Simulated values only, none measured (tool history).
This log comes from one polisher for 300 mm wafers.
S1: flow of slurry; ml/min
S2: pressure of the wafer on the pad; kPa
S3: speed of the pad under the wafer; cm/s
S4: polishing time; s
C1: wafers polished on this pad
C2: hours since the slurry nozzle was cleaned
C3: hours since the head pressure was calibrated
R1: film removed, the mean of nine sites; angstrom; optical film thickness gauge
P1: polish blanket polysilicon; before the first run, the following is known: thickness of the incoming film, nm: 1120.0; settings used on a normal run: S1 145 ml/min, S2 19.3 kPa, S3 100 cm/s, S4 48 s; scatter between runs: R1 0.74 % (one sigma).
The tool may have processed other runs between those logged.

run 1 hour=4.3 | S1=145 S2=19.3 S3=100 S4=48 | C1=946 C2=136.8 C3=208 | R1=4544.3
run 2 hour=8.5 | S1=145 S2=19.3 S3=100 S4=72 | C1=978 C2=141 C3=212.2 | R1=6892.4
run 3 hour=14.3 | S1=145 S2=19.3 S3=56 S4=35 | C1=1024 C2=146.8 C3=218 | R1=1866.9
run 4 hour=19.4 | S1=145 S2=19.3 S3=100 S4=48 | C1=1064 C2=151.9 C3=223.1 | R1=4559.1
run 5 hour=25.4 | S1=145 S2=19.3 S3=66 S4=48 | C1=1111 C2=157.9 C3=229.1 | R1=2988.5
run 6 hour=28.5 | S1=145 S2=19.3 S3=152 S4=48 | C1=1135 C2=161 C3=232.2 | R1=6914.4
run 7 hour=32.4 | S1=225 S2=19.3 S3=100 S4=48 | C1=1165 C2=164.9 C3=236.1 | R1=4898
run 8 hour=35.1 | S1=145 S2=19.3 S3=100 S4=23 | C1=1186 C2=167.6 C3=238.8 | R1=2171.6
-- hour=35.3 slurry nozzle cleaned
run 9 hour=41.1 | S1=85 S2=19.3 S3=100 S4=48 | C1=1233 C2=5.9 C3=244.8 | R1=4052.5
run 10 hour=44.5 | S1=145 S2=19.3 S3=100 S4=48 | C1=1260 C2=9.3 C3=248.2 | R1=4592.4
run 11 hour=50.2 | S1=145 S2=28.3 S3=100 S4=48 | C1=1304 C2=15 C3=253.9 | R1=6633.8
run 12 hour=54.2 | S1=145 S2=19.3 S3=100 S4=48 | C1=1336 C2=19 C3=257.9 | R1=4575.3
run 13 hour=60.3 | S1=145 S2=19.3 S3=100 S4=48 | C1=1383 C2=25.1 C3=264 | R1=4523.1
run 14 hour=65.1 | S1=145 S2=19.3 S3=100 S4=48 | C1=1421 C2=29.9 C3=268.8 | R1=4589
run 15 hour=69.4 | S1=145 S2=9 S3=100 S4=48 | C1=1454 C2=34.2 C3=273.1 | R1=2112.8
run 16 hour=73.6 | S1=145 S2=19.3 S3=152 S4=24 | C1=1487 C2=38.4 C3=277.3 | R1=3491.9
run 17 hour=78.3 | S1=145 S2=19.3 S3=100 S4=48 | C1=1524 C2=43.1 C3=282 | R1=4517.4
run 18 hour=83.3 | S1=145 S2=19.3 S3=100 S4=48 | C1=1563 C2=48.1 C3=287 | R1=4577.7
run 19 hour=88.9 | S1=145 S2=19.3 S3=100 S4=48 | C1=1607 C2=53.7 C3=292.6 | R1=4382.6
run 20 hour=94.8 | S1=145 S2=19.3 S3=100 S4=48 | C1=1653 C2=59.6 C3=298.5 | R1=4289.4
run 21 hour=98.6 | S1=145 S2=19.3 S3=100 S4=48 | C1=1683 C2=63.4 C3=302.3 | R1=4209.2
-- hour=102.3 worn pad replaced by a new one
run 22 hour=104.2 | S1=145 S2=19.3 S3=100 S4=48 | C1=15 C2=69 C3=307.9 | R1=4183.1
run 23 hour=107.8 | S1=145 S2=19.3 S3=100 S4=48 | C1=43 C2=72.6 C3=311.5 | R1=4174.8
run 24 hour=111.7 | S1=145 S2=19.3 S3=100 S4=48 | C1=74 C2=76.5 C3=315.4 | R1=4150.1
run 25 hour=117.7 | S1=145 S2=19.3 S3=100 S4=48 | C1=120 C2=82.5 C3=321.4 | R1=4129.7
run 26 hour=120.9 | S1=145 S2=19.3 S3=100 S4=48 | C1=145 C2=85.7 C3=324.6 | R1=4142.9

P1 has crept away from where it was. The log is fitted equally well by each of these 2 causes, at the sizes shown:
A: slurry flow missing at the pad, % = 33.4
B: head's pressure below its setpoint, % = 8.49
The gradual shift began around hour 83.3.
Other possible causes, and why each is ruled out:
removal rate lost through wear of the pad, %: its service at hour 102.3 followed the start of the drift and did not put the process back to its old value

Below are 4 check runs, each averaged over 5 wafers, with their results shown as question marks. Which of them would give clearly different results depending on which cause is behind the drift?
run check 1 hour=124.1 | S1=145 S2=12.4 S3=100 S4=48 | R1=?
run check 2 hour=124.1 | S1=145 S2=9.7 S3=138 S4=48 | R1=?
run check 3 hour=124.1 | S1=220 S2=19.3 S3=100 S4=65 | R1=?
run check 4 hour=124.1 | S1=145 S2=15.2 S3=100 S4=62 | R1=?

Outcome of each check run for each possible cause:
check=check_1 result=R1 if_A=2675.1 if_B=2675
check=check_2 result=R1 if_A=2871.3 if_B=2871.2
check=check_3 result=R1 if_A=6169.2 if_B=5997.6
check=check_4 result=R1 if_A=4223.2 if_B=4223.1
Minimum pairwise separation of causes per check, each pair taken at its best-separating result: check 1 0 %; check 2 0 %; check 3 2.82 %; check 4 0 %
Of the check runs offered, only check 3 discriminates between the causes; the rest would read about the same regardless of which cause applies.

Then check 3 was run and gave: R1 5973.1 angstrom. Which cause is it?

Of the candidate causes, it is B: head's pressure below its setpoint, %.
